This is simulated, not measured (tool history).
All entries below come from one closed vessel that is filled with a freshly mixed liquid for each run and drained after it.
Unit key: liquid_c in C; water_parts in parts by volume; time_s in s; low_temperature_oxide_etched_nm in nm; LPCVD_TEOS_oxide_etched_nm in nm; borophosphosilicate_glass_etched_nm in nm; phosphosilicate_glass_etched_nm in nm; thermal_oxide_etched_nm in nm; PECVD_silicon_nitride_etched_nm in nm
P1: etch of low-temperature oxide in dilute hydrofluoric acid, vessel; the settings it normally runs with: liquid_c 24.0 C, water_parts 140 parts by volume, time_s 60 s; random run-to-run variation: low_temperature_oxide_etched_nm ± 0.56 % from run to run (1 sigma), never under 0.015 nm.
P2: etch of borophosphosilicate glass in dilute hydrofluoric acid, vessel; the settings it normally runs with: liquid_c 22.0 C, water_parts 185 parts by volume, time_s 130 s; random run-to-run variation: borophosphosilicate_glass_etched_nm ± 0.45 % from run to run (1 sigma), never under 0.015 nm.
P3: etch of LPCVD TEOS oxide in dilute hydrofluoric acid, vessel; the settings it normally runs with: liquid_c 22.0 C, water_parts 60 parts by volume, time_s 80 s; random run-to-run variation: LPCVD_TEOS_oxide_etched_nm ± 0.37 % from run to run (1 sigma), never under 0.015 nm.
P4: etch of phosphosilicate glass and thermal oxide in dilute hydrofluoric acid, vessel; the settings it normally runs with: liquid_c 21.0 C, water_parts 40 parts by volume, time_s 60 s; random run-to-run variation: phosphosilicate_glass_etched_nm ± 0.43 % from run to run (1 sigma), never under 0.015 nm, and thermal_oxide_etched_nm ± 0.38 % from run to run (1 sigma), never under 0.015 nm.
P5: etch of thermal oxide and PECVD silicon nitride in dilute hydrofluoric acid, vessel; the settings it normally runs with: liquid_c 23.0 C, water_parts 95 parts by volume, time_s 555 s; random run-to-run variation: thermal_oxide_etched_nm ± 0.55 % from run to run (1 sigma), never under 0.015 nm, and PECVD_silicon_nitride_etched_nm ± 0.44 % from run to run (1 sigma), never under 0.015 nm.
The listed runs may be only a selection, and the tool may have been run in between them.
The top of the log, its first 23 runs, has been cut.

run     day  process  liquid_c  water_parts  time_s  hours since the thermometer was replaced  hours since the hydrofluoric acid flow meter was replaced  low_temperature_oxide_etched_nm  LPCVD_TEOS_oxide_etched_nm  borophosphosilicate_glass_etched_nm  phosphosilicate_glass_etched_nm  thermal_oxide_etched_nm  PECVD_silicon_nitride_etched_nm
 24   8.283       P5      23.0           95     195                                     308.8                                                       95.0                                                                                                                                                      9.8012                           4.9404
 25   8.658       P2      22.0           65     130                                     317.8                                                      104.0                                                                                           151.150
 26   9.058       P1      18.0          140      30                                     327.4                                                      113.6                           5.5814
 27   9.367       P5      23.0          145     555                                     334.8                                                      121.0                                                                                                                                                     17.2440                           9.2017
 28   9.721       P3      22.0           60      35                                     343.3                                                      129.5                                                       25.694
      9.908  -- thermometer replaced
 29   9.971       P2      28.0          185     130                                       1.6                                                      135.5                                                                                            57.556
 30  10.438       P1      24.0          140      60                                      12.8                                                      146.7                          14.0110
 31  10.683       P4      21.0           40      30                                      18.7                                                      152.6                                                                                                                             55.048                   3.2228
 32  11.125       P4      17.0           40      60                                      29.3                                                      163.2                                                                                                                             93.068                   5.3698
 33  11.342       P4      21.0           60      60                                      34.5                                                      168.4                                                                                                                             71.974                   4.1722
 34  11.712       P2      22.0          185     130                                      43.4                                                      177.3                                                                                            46.053
 35  12.058       P1      24.0          140      60                                      51.7                                                      185.6                          14.0340

Expected results for the next run?
 36  12.325       P1      24.0          140      60                                      58.1                                                      192.0                                ?

{"run 36": {"low_temperature_oxide_etched_nm": 14.394}}
